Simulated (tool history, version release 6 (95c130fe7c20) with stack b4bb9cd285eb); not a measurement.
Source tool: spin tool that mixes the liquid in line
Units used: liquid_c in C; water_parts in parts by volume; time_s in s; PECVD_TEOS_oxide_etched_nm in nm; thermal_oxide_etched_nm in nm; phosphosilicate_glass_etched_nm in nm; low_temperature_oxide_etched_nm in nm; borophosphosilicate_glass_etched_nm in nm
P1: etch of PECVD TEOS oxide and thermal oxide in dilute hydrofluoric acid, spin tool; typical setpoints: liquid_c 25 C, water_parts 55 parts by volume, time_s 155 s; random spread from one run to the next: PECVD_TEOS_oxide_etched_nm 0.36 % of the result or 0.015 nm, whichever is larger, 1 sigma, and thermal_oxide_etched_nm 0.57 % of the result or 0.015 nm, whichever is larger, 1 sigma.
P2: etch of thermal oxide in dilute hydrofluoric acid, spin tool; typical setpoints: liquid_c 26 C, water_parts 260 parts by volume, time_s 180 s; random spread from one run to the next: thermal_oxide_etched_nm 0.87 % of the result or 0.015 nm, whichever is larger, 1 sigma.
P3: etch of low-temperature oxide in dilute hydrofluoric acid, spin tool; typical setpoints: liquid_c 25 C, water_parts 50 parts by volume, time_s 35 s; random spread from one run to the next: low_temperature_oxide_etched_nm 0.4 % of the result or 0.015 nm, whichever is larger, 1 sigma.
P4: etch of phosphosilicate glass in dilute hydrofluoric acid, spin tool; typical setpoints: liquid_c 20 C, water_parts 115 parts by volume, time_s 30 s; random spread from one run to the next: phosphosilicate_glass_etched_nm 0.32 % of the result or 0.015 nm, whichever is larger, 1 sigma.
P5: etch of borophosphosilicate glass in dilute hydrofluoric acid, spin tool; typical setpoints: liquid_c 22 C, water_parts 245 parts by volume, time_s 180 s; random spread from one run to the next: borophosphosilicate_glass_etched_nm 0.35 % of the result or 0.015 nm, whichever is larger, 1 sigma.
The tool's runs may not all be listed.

| run | day | process | liquid_c | water_parts | time_s | hours since the thermometer was replaced | hours since the hydrofluoric acid flow meter was replaced | PECVD_TEOS_oxide_etched_nm | thermal_oxide_etched_nm | phosphosilicate_glass_etched_nm | low_temperature_oxide_etched_nm | borophosphosilicate_glass_etched_nm |
|---|---|---|---|---|---|---|---|---|---|---|---|---|
| 1 | 0.288 | P1 | 25 | 55 | 155 | 1189.7 | 359.8 | 36.879 | 15.083 |  |  |  |
| 2 | 0.717 | P2 | 32.5 | 260 | 180 | 1200 | 370.1 |  | 3.8029 |  |  |  |
| 3 | 1.092 | P4 | 20 | 20 | 30 | 1209 | 379.1 |  |  | 109.91 |  |  |
| 4 | 1.6 | P1 | 32.5 | 55 | 155 | 1221.2 | 391.3 | 49.562 | 20.441 |  |  |  |
| 5 | 2.025 | P3 | 25 | 50 | 35 | 1231.4 | 401.5 |  |  |  | 19.419 |  |
| 6 | 2.312 | P5 | 22 | 245 | 180 | 1238.3 | 408.4 |  |  |  |  | 30.801 |
| 7 | 2.638 | P4 | 20 | 115 | 30 | 1246.1 | 416.2 |  |  | 17.089 |  |  |
| 8 | 3.012 | P3 | 25 | 90 | 35 | 1255.1 | 425.2 |  |  |  | 10.229 |  |
| 9 | 3.433 | P1 | 29.5 | 85 | 155 | 1265.2 | 435.3 | 27.23 | 11.181 |  |  |  |
| 10 | 3.829 | P5 | 22 | 245 | 15 | 1274.7 | 444.8 |  |  |  |  | 2.5744 |
| 11 | 4.096 | P1 | 25 | 55 | 155 | 1281.1 | 451.2 | 36.956 | 15.199 |  |  |  |
| 12 | 4.433 | P2 | 26 | 260 | 350 | 1289.2 | 459.3 |  | 5.9075 |  |  |  |
| 13 | 4.812 | P1 | 25 | 55 | 155 | 1298.3 | 468.4 | 36.601 | 15.233 |  |  |  |
| 14 | 5.15 | P2 | 26 | 260 | 180 | 1306.4 | 476.5 |  | 3.092 |  |  |  |
| 15 | 5.442 | P1 | 20.5 | 55 | 155 | 1313.4 | 483.5 | 30.612 | 12.537 |  |  |  |
| 16 | 5.717 | P1 | 25 | 55 | 80 | 1320 | 490.1 | 19.018 | 7.8476 |  |  |  |
| 17 | 6.092 | P4 | 20 | 115 | 55 | 1329 | 499.1 |  |  | 31.2 |  |  |
| 18 | 6.5 | P1 | 25 | 35 | 155 | 1338.8 | 508.9 | 59.328 | 24.196 |  |  |  |
| 19 | 6.929 | P1 | 25 | 55 | 155 | 1349.1 | 519.2 | 36.786 | 15.065 |  |  |  |
| 20 | 7.171 | P2 | 26 | 470 | 180 | 1354.9 | 525 |  | 1.3793 |  |  |  |
| 21 | 7.575 | P4 | 20 | 115 | 30 | 1364.6 | 534.7 |  |  | 17.108 |  |  |
| 22 | 8.1 | P5 | 17 | 245 | 180 | 1377.2 | 547.3 |  |  |  |  | 25.522 |
| 23 | 8.496 | P3 | 25 | 50 | 60 | 1386.7 | 556.8 |  |  |  | 32.91 |  |
| 24 | 8.775 | P3 | 32.5 | 50 | 35 | 1393.4 | 563.5 |  |  |  | 26.169 |  |
| 25 | 9.212 | P1 | 25 | 55 | 155 | 1403.9 | 574 | 37.131 | 15.062 |  |  |  |
| 26 | 9.6 | P3 | 25 | 50 | 35 | 1413.2 | 583.3 |  |  |  | 19.274 |  |
|  | 9.829 | hydrofluoric acid flow meter replaced |
| 27 | 10.05 | P1 | 25 | 55 | 155 | 1424 | 5.4 | 36.851 | 15.012 |  |  |  |
| 28 | 10.529 | P1 | 25 | 90 | 155 | 1435.5 | 16.9 | 21.284 | 8.7582 |  |  |  |
| 29 | 10.85 | P4 | 28.5 | 115 | 30 | 1443.2 | 24.6 |  |  | 23.962 |  |  |
| 30 | 11.196 | P1 | 25 | 30 | 35 | 1451.5 | 32.9 | 15.818 | 6.5081 |  |  |  |
| 31 | 11.621 | P1 | 25 | 55 | 270 | 1461.7 | 43.1 | 64.109 | 26.303 |  |  |  |

Forecast run 32:
| 32 | 11.942 | P5 | 22 | 70 | 180 | 1469.4 | 50.8 |  |  |  |  | ? |

borophosphosilicate_glass_etched_nm: 130.53 nm

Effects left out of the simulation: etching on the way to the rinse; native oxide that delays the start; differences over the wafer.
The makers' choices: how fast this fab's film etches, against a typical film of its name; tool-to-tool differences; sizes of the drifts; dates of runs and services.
